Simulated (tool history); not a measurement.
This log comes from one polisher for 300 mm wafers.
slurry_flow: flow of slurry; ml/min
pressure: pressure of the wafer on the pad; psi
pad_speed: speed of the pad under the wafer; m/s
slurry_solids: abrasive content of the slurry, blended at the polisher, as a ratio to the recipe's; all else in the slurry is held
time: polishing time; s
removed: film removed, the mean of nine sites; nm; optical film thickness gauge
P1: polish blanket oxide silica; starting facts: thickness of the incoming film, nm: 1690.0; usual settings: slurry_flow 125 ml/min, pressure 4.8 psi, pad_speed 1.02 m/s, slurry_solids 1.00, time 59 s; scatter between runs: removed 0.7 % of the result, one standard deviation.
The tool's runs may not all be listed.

run,hour,slurry_flow,pressure,pad_speed,slurry_solids,time,wafers polished on this pad,hours since the slurry nozzle was cleaned,hours since the head pressure was calibrated,hours since the slurry blender was calibrated,hours since the conditioning disc was replaced,removed
1,5.8,125,4.8,1.02,1.00,59,186,41.3,228.4,66.8,188.7,213.81
2,16.5,125,4.8,1.02,1.00,59,357,52.0,239.1,77.5,199.4,210.88
3,26.5,125,6.1,1.02,1.00,59,517,62.0,249.1,87.5,209.4,269.85
4,33.9,125,4.8,1.02,1.00,42,635,69.4,256.5,94.9,216.8,149.78
5,40.0,125,4.8,1.58,1.00,59,732,75.5,262.6,101.0,222.9,302.42
6,45.2,125,4.8,1.02,1.45,59,815,80.7,267.8,106.2,228.1,246.07
7,51.2,125,2.4,1.02,1.00,59,911,86.7,273.8,112.2,234.1,107.44
8,59.3,75,4.8,1.02,1.00,59,1040,94.8,281.9,120.3,242.2,187.66
9,64.8,125,4.8,1.02,1.00,79,1127,100.3,287.4,125.8,247.7,283.96
10,76.6,125,4.8,1.02,0.70,59,1316,112.1,299.2,137.6,259.5,176.66
11,86.1,125,4.8,1.02,1.00,59,1467,121.6,308.7,147.1,269.0,213.53
12,94.7,125,6.5,0.70,1.00,59,1604,130.2,317.3,155.7,277.6,215.42

What will run 13 give?
13,104.8,125,4.8,1.02,1.00,59,1765,140.3,327.4,165.8,287.7,?

For run 13 the tool returned removed 213.27 nm.

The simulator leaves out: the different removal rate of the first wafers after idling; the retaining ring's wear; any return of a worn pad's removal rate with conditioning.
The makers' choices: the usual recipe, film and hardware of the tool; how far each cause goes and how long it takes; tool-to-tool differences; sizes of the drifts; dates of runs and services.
